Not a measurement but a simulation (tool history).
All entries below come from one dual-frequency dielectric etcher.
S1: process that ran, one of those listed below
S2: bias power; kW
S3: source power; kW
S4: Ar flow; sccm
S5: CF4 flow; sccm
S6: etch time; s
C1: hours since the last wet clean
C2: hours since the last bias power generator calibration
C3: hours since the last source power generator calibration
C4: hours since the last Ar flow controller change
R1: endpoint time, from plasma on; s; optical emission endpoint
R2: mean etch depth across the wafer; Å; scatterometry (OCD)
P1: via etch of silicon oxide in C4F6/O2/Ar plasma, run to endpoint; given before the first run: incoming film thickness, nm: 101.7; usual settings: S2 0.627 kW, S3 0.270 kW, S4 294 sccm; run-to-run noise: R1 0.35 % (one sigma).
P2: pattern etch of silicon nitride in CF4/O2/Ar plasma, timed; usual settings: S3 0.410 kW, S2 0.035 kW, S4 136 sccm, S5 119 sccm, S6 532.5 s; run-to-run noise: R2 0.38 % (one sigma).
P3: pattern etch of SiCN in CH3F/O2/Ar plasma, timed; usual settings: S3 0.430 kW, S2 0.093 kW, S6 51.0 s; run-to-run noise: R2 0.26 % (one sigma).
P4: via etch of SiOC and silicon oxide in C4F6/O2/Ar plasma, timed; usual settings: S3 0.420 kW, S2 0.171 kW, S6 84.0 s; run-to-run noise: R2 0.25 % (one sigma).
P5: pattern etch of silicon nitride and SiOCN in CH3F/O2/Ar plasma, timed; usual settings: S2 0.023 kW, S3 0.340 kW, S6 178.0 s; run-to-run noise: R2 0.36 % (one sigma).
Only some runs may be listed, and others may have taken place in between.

Run 1, hour 10.7: S1 P1, S2 0.627 kW, S3 0.270 kW, S4 294 sccm; C1 265.0; C2 1192.1; C3 1093.4; C4 1577.0. Result: R1 23.327 s.
Run 2, hour 22.8: S1 P2, S2 0.035 kW, S3 0.410 kW, S4 136 sccm, S5 119 sccm, S6 750.0 s; C1 277.1; C2 1204.2; C3 1105.5; C4 1589.1. Result: R2 10064.00 Å.
Run 3, hour 32.2: S1 P1, S2 0.627 kW, S3 0.270 kW, S4 294 sccm; C1 286.5; C2 1213.6; C3 1114.9; C4 1598.5. Result: R1 23.181 s.
Run 4, hour 44.2: S1 P1, S2 0.750 kW, S3 0.270 kW, S4 220 sccm; C1 298.5; C2 1225.6; C3 1126.9; C4 1610.5. Result: R1 20.854 s.
Run 5, hour 54.9: S1 P2, S2 0.035 kW, S3 0.410 kW, S4 136 sccm, S5 88 sccm, S6 532.5 s; C1 309.2; C2 1236.3; C3 1137.6; C4 1621.2. Result: R2 6869.60 Å.
Run 6, hour 64.9: S1 P5, S2 0.023 kW, S3 0.260 kW, S6 178.0 s; C1 319.2; C2 1246.3; C3 1147.6; C4 1631.2. Result: R2 215.46 Å.
Run 7, hour 77.1: S1 P2, S2 0.035 kW, S3 0.530 kW, S4 136 sccm, S5 119 sccm, S6 532.5 s; C1 331.4; C2 1258.5; C3 1159.8; C4 1643.4. Result: R2 8954.20 Å.
Run 8, hour 88.0: S1 P5, S2 0.018 kW, S3 0.340 kW, S6 178.0 s; C1 342.3; C2 1269.4; C3 1170.7; C4 1654.3. Result: R2 209.99 Å.
Run 9, hour 95.0: S1 P4, S2 0.231 kW, S3 0.420 kW, S6 84.0 s; C1 349.3; C2 1276.4; C3 1177.7; C4 1661.3. Result: R2 1082.80 Å.
Run 10, hour 107.1: S1 P3, S2 0.059 kW, S3 0.430 kW, S6 51.0 s; C1 361.4; C2 1288.5; C3 1189.8; C4 1673.4. Result: R2 179.76 Å.
Run 11, hour 118.3: S1 P1, S2 0.627 kW, S3 0.270 kW, S4 205 sccm; C1 372.6; C2 1299.7; C3 1201.0; C4 1684.6. Result: R1 22.408 s.
Run 12, hour 129.8: S1 P3, S2 0.093 kW, S3 0.290 kW, S6 51.0 s; C1 384.1; C2 1311.2; C3 1212.5; C4 1696.1. Result: R2 183.42 Å.
Run 13, hour 141.7: S1 P1, S2 0.627 kW, S3 0.270 kW, S4 393 sccm; C1 396.0; C2 1323.1; C3 1224.4; C4 1708.0. Result: R1 24.105 s.
Run 14, hour 153.9: S1 P4, S2 0.171 kW, S3 0.570 kW, S6 84.0 s; C1 408.2; C2 1335.3; C3 1236.6; C4 1720.2. Result: R2 1103.10 Å.
Run 15, hour 161.5: S1 P1, S2 0.627 kW, S3 0.270 kW, S4 294 sccm; C1 415.8; C2 1342.9; C3 1244.2; C4 1727.8. Result: R1 23.323 s.
Run 16, hour 169.9: S1 P4, S2 0.171 kW, S3 0.420 kW, S6 107.0 s; C1 424.2; C2 1351.3; C3 1252.6; C4 1736.2. Result: R2 1247.10 Å.
Run 17, hour 182.4: S1 P1, S2 0.627 kW, S3 0.270 kW, S4 294 sccm; C1 436.7; C2 1363.8; C3 1265.1; C4 1748.7. Result: R1 23.097 s.
Run 18, hour 193.5: S1 P4, S2 0.171 kW, S3 0.420 kW, S6 84.0 s; C1 447.8; C2 1374.9; C3 1276.2; C4 1759.8. Result: R2 978.25 Å.
Run 19, hour 201.7: S1 P1, S2 0.627 kW, S3 0.190 kW, S4 294 sccm; C1 456.0; C2 1383.1; C3 1284.4; C4 1768.0. Result: R1 26.430 s.
Run 20, hour 215.2: S1 P1, S2 0.826 kW, S3 0.270 kW, S4 294 sccm; C1 469.5; C2 1396.6; C3 1297.9; C4 1781.5. Result: R1 20.842 s.
Run 21, hour 228.1: S1 P1, S2 0.627 kW, S3 0.270 kW, S4 294 sccm; C1 482.4; C2 1409.5; C3 1310.8; C4 1794.4. Result: R1 23.219 s.
Run 22, hour 240.2: S1 P1, S2 0.627 kW, S3 0.380 kW, S4 294 sccm; C1 494.5; C2 1421.6; C3 1322.9; C4 1806.5. Result: R1 20.518 s.

Forecast run 23:
Run 23, hour 247.9: S1 P2, S2 0.035 kW, S3 0.410 kW, S4 172 sccm, S5 119 sccm, S6 532.5 s; C1 502.2; C2 1429.3; C3 1330.6; C4 1814.2. Result: R2 ?.

R2: 6926.30 Å
